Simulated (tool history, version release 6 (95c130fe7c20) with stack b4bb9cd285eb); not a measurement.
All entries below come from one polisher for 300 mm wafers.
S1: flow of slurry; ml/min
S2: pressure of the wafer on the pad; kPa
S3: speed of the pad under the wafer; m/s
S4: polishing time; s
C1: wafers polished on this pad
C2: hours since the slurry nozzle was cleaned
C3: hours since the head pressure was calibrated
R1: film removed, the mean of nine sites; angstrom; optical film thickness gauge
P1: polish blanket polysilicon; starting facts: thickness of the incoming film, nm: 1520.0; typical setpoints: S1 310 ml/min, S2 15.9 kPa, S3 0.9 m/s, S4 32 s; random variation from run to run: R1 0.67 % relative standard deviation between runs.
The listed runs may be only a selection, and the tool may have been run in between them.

{"run": 1, "day": 0.392, "S1": 310, "S2": 15.9, "S3": 0.9, "S4": 32, "C1": 670, "C2": 301.1, "C3": 188.3, "R1": 1751.7}
{"run": 2, "day": 0.858, "S1": 490, "S2": 15.9, "S3": 0.9, "S4": 32, "C1": 869, "C2": 312.3, "C3": 199.5, "R1": 1827.5}
{"run": 3, "day": 1.492, "S1": 310, "S2": 7.6, "S3": 0.9, "S4": 32, "C1": 1137, "C2": 327.5, "C3": 214.7, "R1": 855.72}
{"run": 4, "day": 2.004, "S1": 310, "S2": 15.9, "S3": 0.9, "S4": 32, "C1": 1355, "C2": 339.8, "C3": 227, "R1": 1750.6}
{"run": 5, "day": 2.517, "S1": 310, "S2": 24.1, "S3": 0.9, "S4": 32, "C1": 1573, "C2": 352.1, "C3": 239.3, "R1": 2696.8}
{"run": 6, "day": 2.933, "S1": 310, "S2": 15.9, "S3": 0.9, "S4": 32, "C1": 1750, "C2": 362.1, "C3": 249.3, "R1": 1766.3}
{"run": 7, "day": 3.388, "S1": 310, "S2": 9, "S3": 0.62, "S4": 32, "C1": 1942, "C2": 373, "C3": 260.2, "R1": 688.68}
{"run": 8, "day": 3.729, "S1": 310, "S2": 15.9, "S3": 0.9, "S4": 14, "C1": 2088, "C2": 381.2, "C3": 268.4, "R1": 779.05}
{"run": 9, "day": 4.062, "S1": 310, "S2": 15.9, "S3": 1.34, "S4": 32, "C1": 2229, "C2": 389.2, "C3": 276.4, "R1": 2640.8}
{"run": 10, "day": 4.617, "S1": 310, "S2": 15.9, "S3": 0.9, "S4": 32, "C1": 2464, "C2": 402.5, "C3": 289.7, "R1": 1764.7}
{"run": 11, "day": 5.304, "S1": 185, "S2": 15.9, "S3": 0.9, "S4": 32, "C1": 2756, "C2": 419, "C3": 306.2, "R1": 1681.1}
{"run": 12, "day": 5.992, "S1": 310, "S2": 15.9, "S3": 0.9, "S4": 32, "C1": 3048, "C2": 435.5, "C3": 322.7, "R1": 1762.5}
{"run": 13, "day": 6.454, "S1": 310, "S2": 15.9, "S3": 0.9, "S4": 41, "C1": 3245, "C2": 446.6, "C3": 333.8, "R1": 2253.9}
{"run": 14, "day": 6.854, "S1": 310, "S2": 15.9, "S3": 0.64, "S4": 32, "C1": 3414, "C2": 456.2, "C3": 343.4, "R1": 1258.8}
{"run": 15, "day": 7.212, "S1": 310, "S2": 15.9, "S3": 0.9, "S4": 32, "C1": 3567, "C2": 464.8, "C3": 352, "R1": 1782.1}
{"run": 16, "day": 7.567, "S1": 310, "S2": 15.9, "S3": 0.9, "S4": 32, "C1": 3717, "C2": 473.3, "C3": 360.5, "R1": 1734.4}
{"run": 17, "day": 8.271, "S1": 310, "S2": 15.9, "S3": 0.9, "S4": 32, "C1": 4016, "C2": 490.2, "C3": 377.4, "R1": 1735.9}
{"run": 18, "day": 8.85, "S1": 310, "S2": 15.9, "S3": 0.9, "S4": 32, "C1": 4262, "C2": 504.1, "C3": 391.3, "R1": 1736.3}
{"run": 19, "day": 9.288, "S1": 310, "S2": 15.9, "S3": 0.9, "S4": 32, "C1": 4448, "C2": 514.6, "C3": 401.8, "R1": 1698}
{"run": 20, "day": 9.717, "S1": 310, "S2": 15.9, "S3": 0.9, "S4": 32, "C1": 4630, "C2": 524.9, "C3": 412.1, "R1": 1702.1}
{"run": 21, "day": 10.15, "S1": 310, "S2": 15.9, "S3": 0.9, "S4": 32, "C1": 4814, "C2": 535.3, "C3": 422.5, "R1": 1700.4}
{"run": 22, "day": 10.538, "S1": 310, "S2": 15.9, "S3": 0.9, "S4": 32, "C1": 4978, "C2": 544.6, "C3": 431.8, "R1": 1681.2}
{"day": 11.038, "done": "head pressure recalibrated"}
{"run": 23, "day": 11.229, "S1": 310, "S2": 15.9, "S3": 0.9, "S4": 32, "C1": 5272, "C2": 561.2, "C3": 4.7, "R1": 1691.5}
{"run": 24, "day": 11.65, "S1": 310, "S2": 15.9, "S3": 0.9, "S4": 32, "C1": 5451, "C2": 571.3, "C3": 14.8, "R1": 1664}
{"run": 25, "day": 12.317, "S1": 310, "S2": 15.9, "S3": 0.9, "S4": 32, "C1": 5734, "C2": 587.3, "C3": 30.8, "R1": 1705.7}

What P1 gives has crept off from where it sat before. The 2 causes that follow fit the log equally well, each at the size noted:
A: removal rate lost through wear of the pad, % = 4.51
B: slurry flow missing at the pad, % = 34.8
The creep began at about day 7.212.
Each remaining cause and why it is not a fit:
head's pressure below its setpoint, %: maintenance at day 11.038, after the shift began, did not return the process to its former output

Which of the 4 check runs listed below, each an average over 5 wafers with its results shown as question marks, gives clearly different results under the different listed causes?
{"run": "check 1", "day": 12.983, "S1": 310, "S2": 15.9, "S3": 1.3, "S4": 16, "R1": "?"}
{"run": "check 2", "day": 12.983, "S1": 190, "S2": 15.9, "S3": 1.32, "S4": 32, "R1": "?"}
{"run": "check 3", "day": 12.983, "S1": 310, "S2": 8.3, "S3": 0.9, "S4": 20, "R1": "?"}
{"run": "check 4", "day": 12.983, "S1": 310, "S2": 22.1, "S3": 0.9, "S4": 24, "R1": "?"}

If the cause were each of the candidates in turn, the checks would give the following:
check=check_1 result=R1 if_A=1224.5 if_B=1224.6
check=check_2 result=R1 if_A=2354.9 if_B=2292.8
check=check_3 result=R1 if_A=552.85 if_B=552.9
check=check_4 result=R1 if_A=1769.1 if_B=1769.3
Minimum pairwise separation of causes per check, each pair taken at its best-separating result: check 1 0.01 %; check 2 2.67 %; check 3 0.01 %; check 4 0.01 %
Only in check 2 would the causes give clearly different results; in the remaining checks their results would be nearly the same.

Then check 2 was run and gave: R1 2361.9 angstrom. Which cause is it?

A is the cause: removal rate lost through wear of the pad, %.
